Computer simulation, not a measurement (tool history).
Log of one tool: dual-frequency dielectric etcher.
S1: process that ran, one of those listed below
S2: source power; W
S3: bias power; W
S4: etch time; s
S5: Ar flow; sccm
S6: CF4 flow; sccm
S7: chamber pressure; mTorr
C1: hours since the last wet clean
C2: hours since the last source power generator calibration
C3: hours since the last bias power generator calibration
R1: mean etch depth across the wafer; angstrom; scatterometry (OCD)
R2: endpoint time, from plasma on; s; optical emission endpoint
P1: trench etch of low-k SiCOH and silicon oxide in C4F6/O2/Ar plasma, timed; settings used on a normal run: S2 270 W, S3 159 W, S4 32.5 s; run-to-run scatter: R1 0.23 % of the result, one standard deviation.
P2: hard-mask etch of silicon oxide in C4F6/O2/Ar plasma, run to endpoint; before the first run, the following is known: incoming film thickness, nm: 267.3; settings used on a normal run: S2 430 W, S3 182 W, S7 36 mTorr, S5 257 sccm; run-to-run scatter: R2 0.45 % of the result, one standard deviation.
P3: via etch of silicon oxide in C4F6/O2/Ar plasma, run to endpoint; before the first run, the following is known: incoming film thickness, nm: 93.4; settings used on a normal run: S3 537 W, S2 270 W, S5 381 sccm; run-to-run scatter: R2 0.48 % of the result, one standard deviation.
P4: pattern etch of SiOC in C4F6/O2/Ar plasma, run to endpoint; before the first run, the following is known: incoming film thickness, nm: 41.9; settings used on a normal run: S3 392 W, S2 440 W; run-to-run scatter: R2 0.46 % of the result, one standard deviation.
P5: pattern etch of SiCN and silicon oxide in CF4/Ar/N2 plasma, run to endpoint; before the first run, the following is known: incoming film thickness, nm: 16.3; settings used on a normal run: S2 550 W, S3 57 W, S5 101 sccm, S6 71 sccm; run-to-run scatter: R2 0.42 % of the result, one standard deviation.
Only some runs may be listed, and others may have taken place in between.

run,day,S1,S2,S3,S4,S5,S6,S7,C1,C2,C3,R1,R2
1,0.133,P1,270,159,32.5,,,,242.8,3442.1,1888.4,822.56,
2,0.338,P1,330,159,32.5,,,,247.7,3447,1893.3,889.85,
3,0.508,P1,270,159,19.5,,,,251.8,3451.1,1897.4,490.98,
4,0.704,P3,270,537,,381,,,256.5,3455.8,1902.1,,23.821
5,0.846,P1,270,117,32.5,,,,259.9,3459.2,1905.5,748.94,
6,0.954,P5,550,57,,101,71,,262.5,3461.8,1908.1,,17.684
7,1.146,P1,270,159,32.5,,,,267.1,3466.4,1912.7,822.79,
8,1.312,P5,550,38,,101,71,,271.1,3470.4,1916.7,,20.097
9,1.429,P2,430,248,,257,,36,273.9,3473.2,1919.5,,75.192
10,1.604,P1,270,159,43.5,,,,278.1,3477.4,1923.7,1099.6,
11,1.717,P1,270,159,32.5,,,,280.8,3480.1,1926.4,819.35,
12,1.912,P5,550,57,,72,71,,285.5,3484.8,1931.1,,16.729
13,2.021,P3,170,537,,381,,,288.1,3487.4,1933.7,,28.514
14,2.221,P1,270,159,32.5,,,,292.9,3492.2,1938.5,822.64,
15,2.392,P1,270,203,32.5,,,,297,3496.3,1942.6,889.45,
16,2.554,P1,170,159,32.5,,,,300.9,3500.2,1946.5,688.83,
17,2.746,P5,700,57,,101,71,,305.5,3504.8,1951.1,,14.298
18,2.888,P1,270,159,32.5,,,,308.9,3508.2,1954.5,822.09,
19,3.033,P4,260,392,,,,,312.4,3511.7,1958,,17.863
20,3.254,P5,550,57,,101,71,,317.7,3517,1963.3,,17.861
21,3.438,P4,440,392,,,,,322.1,3521.4,1967.7,,14.69
22,3.638,P2,340,182,,257,,36,326.9,3526.2,1972.5,,91.517
23,3.738,P1,320,208,32.5,,,,329.3,3528.6,1974.9,957.01,
24,3.912,P3,270,724,,381,,,333.5,3532.8,1979.1,,21.029
25,4.071,P1,270,159,32.5,,,,337.3,3536.6,1982.9,819.74,
26,4.271,P4,440,392,,,,,342.1,3541.4,1987.7,,14.748
27,4.454,P2,430,182,,257,,44.5,346.5,3545.8,1992.1,,85.606
28,4.625,P3,270,537,,231,,,350.6,3549.9,1996.2,,22.533
29,4.733,P4,440,279,,,,,353.2,3552.5,1998.8,,16.559

For run 30, what comes out?
30,4.862,P5,550,57,,101,86,,356.3,3555.6,2001.9,,?

Run 30 yielded R2 17.304 s.
